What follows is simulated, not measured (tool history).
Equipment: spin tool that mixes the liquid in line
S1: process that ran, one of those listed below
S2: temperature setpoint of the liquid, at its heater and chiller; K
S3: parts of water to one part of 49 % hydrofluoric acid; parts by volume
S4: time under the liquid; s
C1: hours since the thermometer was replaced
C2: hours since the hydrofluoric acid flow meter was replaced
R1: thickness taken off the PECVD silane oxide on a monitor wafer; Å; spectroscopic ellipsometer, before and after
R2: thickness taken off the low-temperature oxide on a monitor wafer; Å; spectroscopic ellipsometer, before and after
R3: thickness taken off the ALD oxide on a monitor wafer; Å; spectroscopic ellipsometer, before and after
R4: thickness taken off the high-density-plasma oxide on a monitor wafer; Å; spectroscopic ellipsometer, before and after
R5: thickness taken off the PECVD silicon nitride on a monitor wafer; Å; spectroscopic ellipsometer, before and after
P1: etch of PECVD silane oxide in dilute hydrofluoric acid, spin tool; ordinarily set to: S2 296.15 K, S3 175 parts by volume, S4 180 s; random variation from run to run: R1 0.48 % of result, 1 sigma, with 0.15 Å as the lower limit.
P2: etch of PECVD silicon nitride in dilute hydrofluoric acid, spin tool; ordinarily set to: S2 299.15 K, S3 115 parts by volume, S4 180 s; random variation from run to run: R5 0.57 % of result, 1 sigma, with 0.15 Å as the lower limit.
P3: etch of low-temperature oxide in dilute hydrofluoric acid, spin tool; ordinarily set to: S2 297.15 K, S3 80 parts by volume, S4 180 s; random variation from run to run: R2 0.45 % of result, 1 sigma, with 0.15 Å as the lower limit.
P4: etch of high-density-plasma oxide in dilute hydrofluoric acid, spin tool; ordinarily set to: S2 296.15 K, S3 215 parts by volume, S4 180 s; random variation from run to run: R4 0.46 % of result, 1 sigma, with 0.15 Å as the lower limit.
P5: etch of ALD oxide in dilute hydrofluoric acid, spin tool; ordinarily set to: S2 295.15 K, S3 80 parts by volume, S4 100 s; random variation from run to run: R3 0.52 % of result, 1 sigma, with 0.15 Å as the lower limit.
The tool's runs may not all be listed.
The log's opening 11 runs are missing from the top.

{"run": 12, "hour": 50.0, "S1": "P2", "S2": 299.15, "S3": 200, "S4": 180, "C1": 1243.6, "C2": 1391.7, "R5": 34.035}
{"run": 13, "hour": 53.6, "S1": "P2", "S2": 307.15, "S3": 115, "S4": 180, "C1": 1247.2, "C2": 1395.3, "R5": 98.049}
{"run": 14, "hour": 57.0, "S1": "P1", "S2": 290.15, "S3": 175, "S4": 80, "C1": 1250.6, "C2": 1398.7, "R1": 48.27}
{"run": 15, "hour": 60.9, "S1": "P1", "S2": 296.15, "S3": 270, "S4": 180, "C1": 1254.5, "C2": 1402.6, "R1": 80.874}
{"run": 16, "hour": 65.5, "S1": "P5", "S2": 295.15, "S3": 80, "S4": 100, "C1": 1259.1, "C2": 1407.2, "R3": 171.69}
{"run": 17, "hour": 70.4, "S1": "P4", "S2": 296.15, "S3": 105, "S4": 180, "C1": 1264, "C2": 1412.1, "R4": 113.4}
{"run": 18, "hour": 75.9, "S1": "P4", "S2": 301.65, "S3": 215, "S4": 180, "C1": 1269.5, "C2": 1417.6, "R4": 59.417}
{"run": 19, "hour": 81.4, "S1": "P1", "S2": 296.15, "S3": 175, "S4": 180, "C1": 1275, "C2": 1423.1, "R1": 137.57}
{"run": 20, "hour": 84.8, "S1": "P2", "S2": 299.15, "S3": 115, "S4": 180, "C1": 1278.4, "C2": 1426.5, "R5": 59.499}
{"run": 21, "hour": 89.2, "S1": "P1", "S2": 296.15, "S3": 175, "S4": 180, "C1": 1282.8, "C2": 1430.9, "R1": 137.36}
{"run": 22, "hour": 94.1, "S1": "P2", "S2": 299.15, "S3": 115, "S4": 180, "C1": 1287.7, "C2": 1435.8, "R5": 59.699}
{"run": 23, "hour": 99.2, "S1": "P1", "S2": 296.15, "S3": 175, "S4": 335, "C1": 1292.8, "C2": 1440.9, "R1": 255.05}
{"run": 24, "hour": 101.8, "S1": "P3", "S2": 291.15, "S3": 80, "S4": 180, "C1": 1295.4, "C2": 1443.5, "R2": 188.51}
{"run": 25, "hour": 104.9, "S1": "P1", "S2": 302.65, "S3": 175, "S4": 180, "C1": 1298.5, "C2": 1446.6, "R1": 173.43}
{"run": 26, "hour": 108.3, "S1": "P2", "S2": 299.15, "S3": 115, "S4": 315, "C1": 1301.9, "C2": 1450, "R5": 103.24}
{"run": 27, "hour": 113.6, "S1": "P1", "S2": 290.15, "S3": 80, "S4": 180, "C1": 1307.2, "C2": 1455.3, "R1": 258.89}
{"run": 28, "hour": 118.8, "S1": "P1", "S2": 296.15, "S3": 175, "S4": 180, "C1": 1312.4, "C2": 1460.5, "R1": 136.85}

What will run 29 give?
{"run": 29, "hour": 122.6, "S1": "P5", "S2": 303.65, "S3": 80, "S4": 100, "C1": 1316.2, "C2": 1464.3, "R3": "?"}

R3: 241.89 Å
